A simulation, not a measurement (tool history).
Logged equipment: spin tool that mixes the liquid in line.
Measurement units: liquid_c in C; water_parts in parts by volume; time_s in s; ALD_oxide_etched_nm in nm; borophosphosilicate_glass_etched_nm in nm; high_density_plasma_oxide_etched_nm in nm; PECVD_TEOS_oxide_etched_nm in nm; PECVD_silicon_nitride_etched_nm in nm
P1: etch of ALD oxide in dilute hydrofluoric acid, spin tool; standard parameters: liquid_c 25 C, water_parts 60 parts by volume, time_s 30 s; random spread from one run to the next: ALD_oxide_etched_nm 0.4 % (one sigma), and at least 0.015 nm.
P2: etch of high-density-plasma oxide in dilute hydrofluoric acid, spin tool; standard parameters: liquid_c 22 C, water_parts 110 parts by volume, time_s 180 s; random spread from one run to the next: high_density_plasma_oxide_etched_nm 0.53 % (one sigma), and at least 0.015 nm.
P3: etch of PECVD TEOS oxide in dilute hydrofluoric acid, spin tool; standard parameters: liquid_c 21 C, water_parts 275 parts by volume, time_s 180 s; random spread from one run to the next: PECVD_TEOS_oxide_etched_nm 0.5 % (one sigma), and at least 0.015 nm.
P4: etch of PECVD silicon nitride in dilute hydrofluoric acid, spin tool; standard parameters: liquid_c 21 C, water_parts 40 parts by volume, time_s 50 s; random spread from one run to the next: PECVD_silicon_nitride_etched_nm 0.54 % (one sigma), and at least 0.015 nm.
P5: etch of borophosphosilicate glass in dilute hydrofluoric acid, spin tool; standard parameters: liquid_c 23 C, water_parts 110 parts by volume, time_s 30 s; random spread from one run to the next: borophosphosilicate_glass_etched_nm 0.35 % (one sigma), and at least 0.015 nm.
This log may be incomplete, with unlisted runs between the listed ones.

run	hour	process	liquid_c	water_parts	time_s	hours since the thermometer was replaced	hours since the hydrofluoric acid flow meter was replaced	ALD_oxide_etched_nm	borophosphosilicate_glass_etched_nm	high_density_plasma_oxide_etched_nm	PECVD_TEOS_oxide_etched_nm	PECVD_silicon_nitride_etched_nm
1	17.4	P1	25	60	30	920.5	226.8	11.468				
2	28.1	P1	25	95	15	931.2	237.5	3.4626				
3	38.6	P5	23	110	30	941.7	248		11.401			
4	50.1	P5	23	155	30	953.2	259.5		7.7024			
5	62	P2	22	110	290	965.1	271.4			14.361		
6	71.1	P1	29.5	60	30	974.2	280.5	13.668				
7	82.3	P3	21	60	180	985.4	291.7				72.835	
8	98.5	P1	19.5	60	30	1001.6	307.9	9.1376				
9	116.2	P3	17	275	180	1019.3	325.6				10.964	
10	124.7	P1	25	60	30	1027.8	334.1	11.418				
11	136.7	P1	25	60	60	1039.8	346.1	22.843				
12	150.2	P5	17	110	30	1053.3	359.6		8.9575			
13	162.5	P3	21	275	180	1065.6	371.9				12.774	
14	174.1	P4	26.5	40	50	1077.2	383.5					5.8146
15	182.5	P1	25	60	30	1085.6	391.9	11.468				
16	195	P2	22	195	180	1098.1	404.4			4.5691		
17	206.5	P5	23	110	30	1109.6	415.9		11.386			
18	220.5	P1	25	60	30	1123.6	429.9	11.406				
19	232.7	P2	17	110	180	1135.8	442.1			7.2558		
20	246.5	P1	25	100	30	1149.6	455.9	6.5022				
21	259.5	P4	21	40	50	1162.6	468.9					4.0629
22	271.3	P1	25	35	30	1174.4	480.7	20.202				
23	282	P4	21	40	95	1185.1	491.4					7.6745
# hour 292.6: thermometer replaced
24	294.3	P1	25	60	15	1.8	503.7	5.7224				
25	305.3	P3	21	275	60	12.8	514.7				4.2186	
26	318	P5	23	110	15	25.5	527.4		5.7225			
27	335.6	P2	22	110	180	43.1	545			8.8774		
28	350.8	P1	25	60	30	58.3	560.2	11.541				
29	367.1	P4	21	20	50	74.6	576.5					7.835
30	374.9	P1	25	60	30	82.4	584.3	11.368				
31	387.5	P1	25	60	30	95	596.9	11.09				
32	403	P1	25	60	30	110.5	612.4	11.013				
33	417.7	P1	25	60	30	125.2	627.1	10.857				
34	431.1	P1	25	60	30	138.6	640.5	10.928				
35	440.1	P1	25	60	30	147.6	649.5	10.746				
36	454	P1	25	60	30	161.5	663.4	10.81				
37	465.5	P1	25	60	30	173	674.9	10.812				
38	482.2	P1	25	60	30	189.7	691.6	10.75				
39	496.1	P1	25	60	30	203.6	705.5	10.782				

Something has made what P1 gives creep away from where it was; the 2 causes below, each at its own stated size, fit the log equally well:
A: liquid colder than its thermometer reads (K) = 1.43
B: hydrofluoric acid flow below the setpoint (%) = 5.22
The drift started at roughly hour 374.9.

Question marks stand in for the results of the 4 check runs listed below, each run on one wafer. Under which run would the listed causes show clearly different results?
check 1	510	P5	23	140	30				?			
check 2	510	P2	22	195	180					?		
check 3	510	P4	25	40	95							?
check 4	510	P3	17	275	65						?	

Predicted outcomes, by check and by cause:
check	result	if A	if B
check 1	borophosphosilicate_glass_etched_nm	8.1698	8.1185
check 2	high_density_plasma_oxide_etched_nm	4.3231	4.28
check 3	PECVD_silicon_nitride_etched_nm	9.0839	9.4968
check 4	PECVD_TEOS_oxide_etched_nm	3.7424	3.7009
Distance between the nearest two causes, measured in the result of the check that separates them most: check 1 0.63 %; check 2 1 %; check 3 4.44 %; check 4 1.12 %
Check 3 distinguishes between the causes, while the remaining checks would return nearly the same result for all of them.

After running check 3, the following was obtained: PECVD_silicon_nitride_etched_nm 9.1829 nm. Which cause does this point to?

It is A: liquid colder than its thermometer reads (K).
